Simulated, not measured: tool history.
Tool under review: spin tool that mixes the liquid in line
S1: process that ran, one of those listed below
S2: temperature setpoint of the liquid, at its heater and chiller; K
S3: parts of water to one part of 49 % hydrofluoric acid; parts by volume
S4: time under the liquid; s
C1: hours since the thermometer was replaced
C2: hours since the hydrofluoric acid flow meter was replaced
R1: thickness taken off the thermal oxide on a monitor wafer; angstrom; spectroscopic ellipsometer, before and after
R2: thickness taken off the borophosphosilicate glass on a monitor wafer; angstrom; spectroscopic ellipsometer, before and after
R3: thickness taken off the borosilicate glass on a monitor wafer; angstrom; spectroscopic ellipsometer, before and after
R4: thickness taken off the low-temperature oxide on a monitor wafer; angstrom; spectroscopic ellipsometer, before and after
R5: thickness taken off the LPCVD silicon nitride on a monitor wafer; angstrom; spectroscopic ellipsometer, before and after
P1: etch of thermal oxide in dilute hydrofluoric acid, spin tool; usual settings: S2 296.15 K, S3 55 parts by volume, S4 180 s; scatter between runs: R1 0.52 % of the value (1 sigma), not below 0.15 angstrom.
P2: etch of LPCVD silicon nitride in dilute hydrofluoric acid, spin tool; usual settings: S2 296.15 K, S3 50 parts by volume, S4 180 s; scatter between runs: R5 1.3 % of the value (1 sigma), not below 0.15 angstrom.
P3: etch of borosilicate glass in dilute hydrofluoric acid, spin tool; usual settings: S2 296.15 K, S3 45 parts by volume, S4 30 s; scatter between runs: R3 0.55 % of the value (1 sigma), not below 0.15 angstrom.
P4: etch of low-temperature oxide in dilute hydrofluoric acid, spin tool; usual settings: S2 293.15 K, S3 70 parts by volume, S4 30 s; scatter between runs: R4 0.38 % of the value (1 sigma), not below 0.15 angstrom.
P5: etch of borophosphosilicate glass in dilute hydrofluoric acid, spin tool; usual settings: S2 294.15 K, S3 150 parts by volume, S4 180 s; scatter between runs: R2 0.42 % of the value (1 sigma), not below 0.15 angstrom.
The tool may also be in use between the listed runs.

run,hour,S1,S2,S3,S4,C1,C2,R1,R2,R3,R4,R5
1,9.1,P1,296.15,55,180,1254.3,1389.1,161.56,,,,
2,16.7,P1,296.15,55,85,1261.9,1396.7,75.819,,,,
3,27.5,P5,294.15,150,180,1272.7,1407.5,,276.73,,,
4,37.7,P1,296.15,55,180,1282.9,1417.7,160.63,,,,
5,43.9,P3,296.15,45,30,1289.1,1423.9,,,362.59,,
6,53.8,P1,296.15,55,180,1299,1433.8,161,,,,
7,64.5,P1,296.15,55,180,1309.7,1444.5,160.56,,,,
8,72.8,P4,293.15,25,30,1318,1452.8,,,,375.13,
9,79.9,P5,294.15,40,180,1325.1,1459.9,,1181.9,,,
10,86.4,P3,296.15,45,55,1331.6,1466.4,,,666.92,,
11,96.1,P3,296.15,20,30,1341.3,1476.1,,,835.9,,
12,102.9,P3,296.15,45,30,1348.1,1482.9,,,360.7,,
13,114.1,P1,296.15,20,180,1359.3,1494.1,460.37,,,,
14,122.2,P1,303.65,55,180,1367.4,1502.2,217.49,,,,
15,132,P1,291.65,25,180,1377.2,1512,301.58,,,,
16,141,P2,296.15,50,275,1386.2,1521,,,,,24.987
17,149.6,P2,296.15,50,180,1394.8,1529.6,,,,,16.361
18,155.8,P1,291.15,80,180,1401,1535.8,87.219,,,,
19,167,P4,293.15,70,30,1412.2,1547,,,,127.35,
20,177.3,P5,294.15,150,55,1422.5,1557.3,,84.778,,,
21,187.3,P1,296.15,55,295,1432.5,1567.3,262.84,,,,
22,196.2,P1,290.15,55,180,1441.4,1576.2,125.04,,,,
23,205.5,P4,300.65,70,30,1450.7,1585.5,,,,173.11,
24,212.6,P2,296.15,20,180,1457.8,1592.6,,,,,40.571
25,221.3,P5,294.15,150,180,1466.5,1601.3,,276.01,,,
26,226.8,P3,303.15,45,30,1472,1606.8,,,478.44,,
27,232.8,P2,290.15,50,180,1478,1612.8,,,,,11.035
28,244.4,P2,296.15,50,180,1489.6,1624.4,,,,,16.968
29,253,P1,296.15,100,180,1498.2,1633,83.629,,,,
30,261.8,P1,296.15,55,180,1507,1641.8,162.27,,,,
31,269.9,P4,293.15,70,15,1515.1,1649.9,,,,63.539,
32,276.1,P5,300.65,150,180,1521.3,1656.1,,356.77,,,
33,282.3,P1,296.15,55,180,1527.5,1662.3,161.45,,,,
34,291,P1,296.15,55,180,1536.2,1671,157.72,,,,
35,299.4,P1,296.15,55,180,1544.6,1679.4,154.78,,,,
36,306.5,P1,296.15,55,180,1551.7,1686.5,153.81,,,,
37,315.1,P1,296.15,55,180,1560.3,1695.1,152.31,,,,
38,322.5,P1,296.15,55,180,1567.7,1702.5,151.1,,,,
39,332,P1,296.15,55,180,1577.2,1712,151.15,,,,
40,343,P1,296.15,55,180,1588.2,1723,149.94,,,,
41,351.6,P1,296.15,55,180,1596.8,1731.6,151.59,,,,

Run 42, settings as shown, results not yet in. Your forecast:
42,358.5,P1,296.15,55,180,1603.7,1738.5,?,,,,

R1: 151.08 angstrom
